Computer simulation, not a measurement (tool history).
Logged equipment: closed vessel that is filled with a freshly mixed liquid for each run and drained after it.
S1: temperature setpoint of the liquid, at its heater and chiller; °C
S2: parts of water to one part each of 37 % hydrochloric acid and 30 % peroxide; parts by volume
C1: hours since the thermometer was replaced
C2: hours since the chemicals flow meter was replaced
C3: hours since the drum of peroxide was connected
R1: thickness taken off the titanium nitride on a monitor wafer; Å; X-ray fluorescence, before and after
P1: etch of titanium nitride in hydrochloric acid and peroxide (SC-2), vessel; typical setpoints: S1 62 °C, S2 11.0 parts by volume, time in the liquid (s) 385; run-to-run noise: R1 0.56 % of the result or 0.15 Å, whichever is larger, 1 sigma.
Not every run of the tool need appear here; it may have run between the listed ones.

{"run": 1, "hour": 9.9, "S1": 62, "S2": 11.0, "time in the liquid (s)": 385, "C1": 858.8, "C2": 868.8, "C3": 178.4, "R1": 151.1}
{"run": 2, "hour": 18.5, "S1": 72, "S2": 11.0, "time in the liquid (s)": 385, "C1": 867.4, "C2": 877.4, "C3": 187.0, "R1": 276.64}
{"run": 3, "hour": 25.4, "S1": 62, "S2": 11.0, "time in the liquid (s)": 385, "C1": 874.3, "C2": 884.3, "C3": 193.9, "R1": 150.36}
{"run": 4, "hour": 35.7, "S1": 62, "S2": 4.0, "time in the liquid (s)": 385, "C1": 884.6, "C2": 894.6, "C3": 204.2, "R1": 324.91}
{"run": 5, "hour": 40.5, "S1": 62, "S2": 11.0, "time in the liquid (s)": 685, "C1": 889.4, "C2": 899.4, "C3": 209.0, "R1": 266.81}
{"run": 6, "hour": 50.0, "S1": 46, "S2": 11.0, "time in the liquid (s)": 385, "C1": 898.9, "C2": 908.9, "C3": 218.5, "R1": 53.484}
{"run": 7, "hour": 59.7, "S1": 62, "S2": 11.0, "time in the liquid (s)": 385, "C1": 908.6, "C2": 918.6, "C3": 228.2, "R1": 149.85}
{"run": 8, "hour": 66.6, "S1": 62, "S2": 11.0, "time in the liquid (s)": 385, "C1": 915.5, "C2": 925.5, "C3": 235.1, "R1": 149.67}
{"run": 9, "hour": 73.4, "S1": 62, "S2": 6.0, "time in the liquid (s)": 570, "C1": 922.3, "C2": 932.3, "C3": 241.9, "R1": 364.01}
{"run": 10, "hour": 83.3, "S1": 62, "S2": 11.0, "time in the liquid (s)": 385, "C1": 932.2, "C2": 942.2, "C3": 251.8, "R1": 149.23}
{"run": 11, "hour": 88.7, "S1": 62, "S2": 18.0, "time in the liquid (s)": 580, "C1": 937.6, "C2": 947.6, "C3": 257.2, "R1": 147.67}
{"run": 12, "hour": 95.8, "S1": 62, "S2": 19.5, "time in the liquid (s)": 385, "C1": 944.7, "C2": 954.7, "C3": 264.3, "R1": 90.383}
{"run": 13, "hour": 105.1, "S1": 62, "S2": 11.0, "time in the liquid (s)": 385, "C1": 954.0, "C2": 964.0, "C3": 273.6, "R1": 151.37}
{"run": 14, "hour": 109.7, "S1": 62, "S2": 11.0, "time in the liquid (s)": 90, "C1": 958.6, "C2": 968.6, "C3": 278.2, "R1": 35.524}
{"run": 15, "hour": 117.2, "S1": 62, "S2": 17.5, "time in the liquid (s)": 695, "C1": 966.1, "C2": 976.1, "C3": 285.7, "R1": 182.33}
{"run": 16, "hour": 126.8, "S1": 62, "S2": 11.0, "time in the liquid (s)": 385, "C1": 975.7, "C2": 985.7, "C3": 295.3, "R1": 151.02}
{"run": 17, "hour": 132.5, "S1": 62, "S2": 11.0, "time in the liquid (s)": 385, "C1": 981.4, "C2": 991.4, "C3": 301.0, "R1": 153.38}
{"run": 18, "hour": 137.7, "S1": 62, "S2": 11.0, "time in the liquid (s)": 385, "C1": 986.6, "C2": 996.6, "C3": 306.2, "R1": 155.92}
{"run": 19, "hour": 145.8, "S1": 62, "S2": 11.0, "time in the liquid (s)": 385, "C1": 994.7, "C2": 1004.7, "C3": 314.3, "R1": 159.22}
{"run": 20, "hour": 150.5, "S1": 62, "S2": 11.0, "time in the liquid (s)": 385, "C1": 999.4, "C2": 1009.4, "C3": 319.0, "R1": 160.02}
{"run": 21, "hour": 158.6, "S1": 62, "S2": 11.0, "time in the liquid (s)": 385, "C1": 1007.5, "C2": 1017.5, "C3": 327.1, "R1": 160.87}
{"run": 22, "hour": 163.4, "S1": 62, "S2": 11.0, "time in the liquid (s)": 385, "C1": 1012.3, "C2": 1022.3, "C3": 331.9, "R1": 160.74}
{"run": 23, "hour": 170.8, "S1": 62, "S2": 11.0, "time in the liquid (s)": 385, "C1": 1019.7, "C2": 1029.7, "C3": 339.3, "R1": 160.76}
{"run": 24, "hour": 176.4, "S1": 62, "S2": 11.0, "time in the liquid (s)": 385, "C1": 1025.3, "C2": 1035.3, "C3": 344.9, "R1": 161.68}
{"run": 25, "hour": 183.5, "S1": 62, "S2": 11.0, "time in the liquid (s)": 385, "C1": 1032.4, "C2": 1042.4, "C3": 352.0, "R1": 162.06}
{"run": 26, "hour": 188.2, "S1": 62, "S2": 11.0, "time in the liquid (s)": 385, "C1": 1037.1, "C2": 1047.1, "C3": 356.7, "R1": 163.75}
{"run": 27, "hour": 198.2, "S1": 62, "S2": 11.0, "time in the liquid (s)": 385, "C1": 1047.1, "C2": 1057.1, "C3": 366.7, "R1": 164.4}

What P1 gives has crept off from where it sat before. The 2 causes that follow fit the log equally well, each at the size noted:
A: liquid hotter than its thermometer reads (K) = 1.33
B: chemicals flow above the setpoint (%) = 10.2
The creep began at about hour 126.8.
Every other cause this tool's parts could produce, and why it does not fit the log:
peroxide weaker than its label (%): at its largest 8, which would move R1 by -7.4 %, too little to match the creep or of the wrong sign

The 4 check runs listed below each average the results of 3 wafers, and their outcomes are marked with question marks. Under which run would the listed causes produce clearly different results?
{"run": "check 1", "hour": 208.2, "S1": 50.5, "S2": 4.0, "time in the liquid (s)": 385, "R1": "?"}
{"run": "check 2", "hour": 208.2, "S1": 72.0, "S2": 11.0, "time in the liquid (s)": 610, "R1": "?"}
{"run": "check 3", "hour": 208.2, "S1": 62.0, "S2": 18.5, "time in the liquid (s)": 385, "R1": "?"}
{"run": "check 4", "hour": 208.2, "S1": 72.0, "S2": 11.0, "time in the liquid (s)": 530, "R1": "?"}

What each check would give under each cause:
check=check_1 result=R1 if_A=170.220 if_B=166.120
check=check_2 result=R1 if_A=470.420 if_B=472.360
check=check_3 result=R1 if_A=103.620 if_B=104.150
check=check_4 result=R1 if_A=408.720 if_B=410.410
Per-check spread between the two closest causes, in the result where they differ most: check 1 2.44 %; check 2 0.41 %; check 3 0.51 %; check 4 0.41 %
Check 1 tells the causes apart: in the others they would give nearly the same result.

Check 1 was carried out, with these results: R1 170.010 Å. Which of the listed causes is responsible?

The correct cause is A, namely: liquid hotter than its thermometer reads (K).
